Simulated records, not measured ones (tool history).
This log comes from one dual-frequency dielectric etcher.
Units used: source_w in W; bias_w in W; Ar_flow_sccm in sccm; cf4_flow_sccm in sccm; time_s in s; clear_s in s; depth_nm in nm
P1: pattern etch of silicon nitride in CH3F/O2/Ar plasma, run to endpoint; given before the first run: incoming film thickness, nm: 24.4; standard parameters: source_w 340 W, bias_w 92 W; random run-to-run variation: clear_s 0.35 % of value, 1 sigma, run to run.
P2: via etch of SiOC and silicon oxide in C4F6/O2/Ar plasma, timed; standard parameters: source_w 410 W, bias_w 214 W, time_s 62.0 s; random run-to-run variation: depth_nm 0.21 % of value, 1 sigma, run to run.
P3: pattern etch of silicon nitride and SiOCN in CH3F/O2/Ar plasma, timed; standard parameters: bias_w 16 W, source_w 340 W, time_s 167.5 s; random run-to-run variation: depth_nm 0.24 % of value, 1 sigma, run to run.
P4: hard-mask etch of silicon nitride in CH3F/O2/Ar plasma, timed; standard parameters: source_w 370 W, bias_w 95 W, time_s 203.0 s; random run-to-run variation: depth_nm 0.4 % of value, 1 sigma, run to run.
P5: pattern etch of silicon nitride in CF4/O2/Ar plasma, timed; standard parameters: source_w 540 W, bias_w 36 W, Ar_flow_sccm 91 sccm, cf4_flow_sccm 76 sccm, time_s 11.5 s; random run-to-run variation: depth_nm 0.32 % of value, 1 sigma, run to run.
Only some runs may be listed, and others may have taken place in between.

run,hour,process,source_w,bias_w,Ar_flow_sccm,cf4_flow_sccm,time_s,clear_s,depth_nm
1,9.2,P1,340,92,,,,34.262,
2,17.2,P5,660,36,91,76,11.5,,24.088
3,24.1,P1,440,62,,,,35.796,
4,35.4,P5,540,36,91,76,11.5,,20.238
5,43.2,P5,540,36,91,76,8.0,,14.022
6,56.9,P5,540,36,91,76,11.5,,20.103
7,64.5,P4,370,95,,,203.0,,148.670
8,75.1,P1,340,126,,,,30.601,
9,86.5,P1,340,92,,,,34.219,
10,96.6,P5,540,36,91,101,11.5,,21.155
11,106.0,P3,340,16,,,105.5,,11.751
12,114.8,P2,410,214,,,62.0,,73.461
13,121.9,P1,400,119,,,,29.498,
14,129.2,P4,370,115,,,203.0,,160.630
15,139.2,P2,410,214,,,62.0,,73.278
16,151.4,P1,340,92,,,,34.089,
17,164.6,P1,340,92,,,,34.181,
18,173.3,P1,400,92,,,,32.301,
19,183.0,P4,370,95,,,260.5,,192.870
20,191.1,P1,340,58,,,,40.267,
21,204.6,P5,540,36,124,76,11.5,,19.352
22,213.7,P3,340,10,,,167.5,,15.513
23,222.3,P3,430,16,,,167.5,,20.258
24,234.6,P1,240,73,,,,42.493,
25,241.2,P2,410,286,,,62.0,,81.145
26,250.5,P1,340,92,,,,34.404,
27,261.9,P2,560,214,,,62.0,,82.910
28,267.9,P3,340,16,,,167.5,,18.674
29,275.1,P5,540,43,91,76,11.5,,21.561
30,286.9,P2,410,214,,,34.0,,40.414
31,299.2,P4,240,95,,,203.0,,127.940
32,311.9,P1,210,92,,,,40.929,
33,323.1,P1,340,92,,,,34.277,
34,330.0,P1,340,92,,,,34.128,
35,340.4,P1,340,92,,,,33.806,
36,347.9,P1,340,92,,,,33.823,
37,361.3,P1,340,92,,,,33.600,
# hour 362.5: wet clean of the chamber
38,372.6,P1,340,92,,,,33.585,
39,380.6,P1,340,92,,,,33.572,
40,387.9,P1,340,92,,,,33.523,
41,397.4,P1,340,92,,,,33.722,

What P1 gives has crept off from where it sat before. The 2 causes that follow fit the log equally well, each at the size noted:
A: bias power that arrives over what is set, % = 4.87
B: source power that arrives over what is set, % = 4.79
The creep began at about hour 323.1.
Why every other cause is out:
chamber walls in a state that raises the etch rate, %: serviced at hour 362.5, which brought nothing back

4 check runs are offered, one wafer each, their results left as question marks. Which one tells the causes apart?
check 1,406.9,P4,370,111,,,257.5,,?
check 2,406.9,P3,340,11,,,167.5,,?
check 3,406.9,P2,410,281,,,38.0,,?
check 4,406.9,P5,660,36,91,76,11.5,,?

What each check would give under each cause:
check,result,if A,if B
check 1,depth_nm,204.980,204.840
check 2,depth_nm,16.402,16.392
check 3,depth_nm,50.291,50.341
check 4,depth_nm,24.538,25.147
Separation of the two closest causes in each check, using whichever result separates them best: check 1 0.07 %; check 2 0.06 %; check 3 0.1 %; check 4 2.45 %
The other checks would show nearly matching results whichever cause is true, so check 4 is the only one that separates the causes.

Running check 4 produced the following: depth_nm 24.593 nm. Which one of the listed causes fits?

It is A: bias power that arrives over what is set, %.

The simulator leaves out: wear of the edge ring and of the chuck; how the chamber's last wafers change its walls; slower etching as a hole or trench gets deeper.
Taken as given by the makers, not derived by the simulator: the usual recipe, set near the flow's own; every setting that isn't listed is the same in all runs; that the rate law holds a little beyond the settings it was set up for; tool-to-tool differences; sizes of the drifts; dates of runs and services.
